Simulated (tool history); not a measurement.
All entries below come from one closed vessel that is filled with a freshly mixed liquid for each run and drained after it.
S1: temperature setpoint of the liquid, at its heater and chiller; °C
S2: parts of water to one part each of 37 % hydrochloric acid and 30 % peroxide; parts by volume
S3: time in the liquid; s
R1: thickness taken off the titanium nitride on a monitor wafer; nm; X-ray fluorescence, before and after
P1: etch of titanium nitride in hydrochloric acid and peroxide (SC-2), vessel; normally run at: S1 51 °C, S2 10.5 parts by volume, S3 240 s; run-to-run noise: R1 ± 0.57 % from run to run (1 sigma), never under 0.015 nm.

{"run": 1, "hour": 7.0, "S1": 51, "S2": 10.5, "S3": 240, "R1": 9.2876}
{"run": 2, "hour": 19.4, "S1": 51, "S2": 5, "S3": 395, "R1": 27.609}
{"run": 3, "hour": 30.1, "S1": 51, "S2": 4, "S3": 240, "R1": 19.479}
{"run": 4, "hour": 42.4, "S1": 51, "S2": 10.5, "S3": 240, "R1": 9.36}
{"run": 5, "hour": 49.7, "S1": 66, "S2": 10.5, "S3": 30, "R1": 3.0076}
{"run": 6, "hour": 57.9, "S1": 67.5, "S2": 10.5, "S3": 240, "R1": 26.775}
{"run": 7, "hour": 64.3, "S1": 51, "S2": 10.5, "S3": 240, "R1": 9.3685}
{"run": 8, "hour": 71.9, "S1": 51, "S2": 10.5, "S3": 240, "R1": 9.3884}
{"run": 9, "hour": 84.3, "S1": 51, "S2": 18, "S3": 240, "R1": 5.8304}
{"run": 10, "hour": 92.4, "S1": 51, "S2": 10.5, "S3": 485, "R1": 19.061}
{"run": 11, "hour": 104.8, "S1": 51, "S2": 10.5, "S3": 240, "R1": 9.3465}
{"run": 12, "hour": 115.4, "S1": 51, "S2": 10.5, "S3": 240, "R1": 9.3693}
{"run": 13, "hour": 129.2, "S1": 35, "S2": 10.5, "S3": 240, "R1": 3.0554}

The next listed run, before its measurement:
{"run": 14, "hour": 137.5, "S1": 51, "S2": 10.5, "S3": 30, "R1": "?"}

Run 14 produced R1 1.1454 nm.

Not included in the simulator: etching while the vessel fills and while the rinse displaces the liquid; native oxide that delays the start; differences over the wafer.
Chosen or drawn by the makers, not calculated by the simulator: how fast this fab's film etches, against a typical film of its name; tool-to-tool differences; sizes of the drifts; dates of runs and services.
